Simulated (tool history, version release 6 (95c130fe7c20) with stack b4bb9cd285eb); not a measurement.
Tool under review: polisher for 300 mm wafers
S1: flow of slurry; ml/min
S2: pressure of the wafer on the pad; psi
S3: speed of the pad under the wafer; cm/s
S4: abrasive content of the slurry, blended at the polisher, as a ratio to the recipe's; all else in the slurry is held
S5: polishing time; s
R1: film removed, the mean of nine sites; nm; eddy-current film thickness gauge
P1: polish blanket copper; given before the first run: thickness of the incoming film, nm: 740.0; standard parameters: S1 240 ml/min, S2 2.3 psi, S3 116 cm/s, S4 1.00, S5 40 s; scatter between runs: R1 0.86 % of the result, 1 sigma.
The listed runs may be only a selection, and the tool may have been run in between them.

{"run": 1, "hour": 5.0, "S1": 240, "S2": 2.3, "S3": 116, "S4": 1.0, "S5": 40, "R1": 99.56}
{"run": 2, "hour": 14.7, "S1": 240, "S2": 2.3, "S3": 116, "S4": 1.0, "S5": 40, "R1": 101.1}
{"run": 3, "hour": 23.8, "S1": 365, "S2": 2.3, "S3": 116, "S4": 1.0, "S5": 40, "R1": 106.43}
{"run": 4, "hour": 29.5, "S1": 240, "S2": 2.3, "S3": 52, "S4": 1.0, "S5": 40, "R1": 45.401}
{"run": 5, "hour": 37.2, "S1": 240, "S2": 2.3, "S3": 116, "S4": 1.0, "S5": 40, "R1": 103.7}
{"run": 6, "hour": 43.4, "S1": 240, "S2": 2.3, "S3": 116, "S4": 1.0, "S5": 62, "R1": 158.84}
{"run": 7, "hour": 53.6, "S1": 240, "S2": 2.3, "S3": 152, "S4": 1.0, "S5": 40, "R1": 132.84}
{"run": 8, "hour": 62.8, "S1": 240, "S2": 2.3, "S3": 116, "S4": 1.0, "S5": 23, "R1": 57.393}
{"run": 9, "hour": 70.8, "S1": 240, "S2": 2.3, "S3": 144, "S4": 1.4, "S5": 40, "R1": 137.42}
{"run": 10, "hour": 77.9, "S1": 240, "S2": 3.2, "S3": 116, "S4": 1.0, "S5": 40, "R1": 142.05}
{"run": 11, "hour": 82.6, "S1": 240, "S2": 1.0, "S3": 116, "S4": 1.0, "S5": 40, "R1": 43.918}
{"run": 12, "hour": 89.1, "S1": 240, "S2": 2.3, "S3": 116, "S4": 1.0, "S5": 40, "R1": 102.09}
{"run": 13, "hour": 94.5, "S1": 335, "S2": 1.1, "S3": 116, "S4": 1.0, "S5": 40, "R1": 50.347}
{"run": 14, "hour": 99.2, "S1": 145, "S2": 2.3, "S3": 148, "S4": 1.0, "S5": 40, "R1": 118.85}
{"hour": 104.3, "done": "worn pad replaced by a new one"}
{"run": 15, "hour": 105.9, "S1": 240, "S2": 2.3, "S3": 116, "S4": 1.0, "S5": 40, "R1": 101.12}
{"run": 16, "hour": 112.3, "S1": 240, "S2": 2.3, "S3": 116, "S4": 0.6, "S5": 40, "R1": 90.568}
{"run": 17, "hour": 118.8, "S1": 145, "S2": 2.3, "S3": 116, "S4": 1.0, "S5": 40, "R1": 93.646}
{"run": 18, "hour": 127.3, "S1": 240, "S2": 2.3, "S3": 116, "S4": 1.35, "S5": 40, "R1": 109.0}
{"run": 19, "hour": 134.1, "S1": 240, "S2": 2.3, "S3": 116, "S4": 1.0, "S5": 40, "R1": 101.2}
{"run": 20, "hour": 143.8, "S1": 240, "S2": 2.3, "S3": 116, "S4": 1.0, "S5": 40, "R1": 98.835}
{"run": 21, "hour": 151.9, "S1": 240, "S2": 2.3, "S3": 116, "S4": 1.0, "S5": 40, "R1": 97.937}
{"hour": 160.9, "done": "worn pad replaced by a new one"}
{"run": 22, "hour": 162.2, "S1": 240, "S2": 2.3, "S3": 116, "S4": 1.0, "S5": 40, "R1": 98.005}
{"hour": 170.0, "done": "slurry blender recalibrated"}
{"run": 23, "hour": 172.5, "S1": 240, "S2": 2.3, "S3": 116, "S4": 1.0, "S5": 40, "R1": 95.759}
{"run": 24, "hour": 179.7, "S1": 240, "S2": 2.3, "S3": 116, "S4": 1.0, "S5": 40, "R1": 98.475}
{"run": 25, "hour": 185.2, "S1": 240, "S2": 2.3, "S3": 116, "S4": 1.0, "S5": 40, "R1": 96.605}

Something has made what P1 gives creep away from where it was; the 2 causes below, each at its own stated size, fit the log equally well:
A: head's pressure below its setpoint, % = 5.45
B: slurry flow missing at the pad, % = 33.5
The gradual shift began around hour 134.1.
Excluded causes, each with its reason:
removal rate lost through wear of the pad, %: maintenance at hour 160.9, after the shift began, did not return the process to its former output
abrasive missing from the slurry, %: maintenance at hour 170.0, after the shift began, did not return the process to its former output

Of the 4 check runs below, each run on 5 wafers with the results averaged and each result still a question mark, which one would tell the listed causes apart?
{"run": "check 1", "hour": 190.7, "S1": 240, "S2": 2.3, "S3": 54, "S4": 1.0, "S5": 40, "R1": "?"}
{"run": "check 2", "hour": 190.7, "S1": 145, "S2": 2.3, "S3": 116, "S4": 1.0, "S5": 24, "R1": "?"}
{"run": "check 3", "hour": 190.7, "S1": 240, "S2": 3.1, "S3": 116, "S4": 1.0, "S5": 40, "R1": "?"}
{"run": "check 4", "hour": 190.7, "S1": 240, "S2": 2.3, "S3": 116, "S4": 1.25, "S5": 61, "R1": "?"}

What every check run would give for each of its results, assuming each possible cause in turn:
check=check_1 result=R1 if_A=44.887 if_B=44.890
check=check_2 result=R1 if_A=53.806 if_B=52.063
check=check_3 result=R1 if_A=129.960 if_B=129.970
check=check_4 result=R1 if_A=154.350 if_B=154.360
Distance between the nearest two causes, measured in the result of the check that separates them most: check 1 0.01 %; check 2 3.29 %; check 3 0.01 %; check 4 0.01 %
Check 2 tells the causes apart: in the others they would give nearly the same result.

The results of check 2 are: R1 53.663 nm. Based on these, which of the listed causes is it?

A is the cause: head's pressure below its setpoint, %.
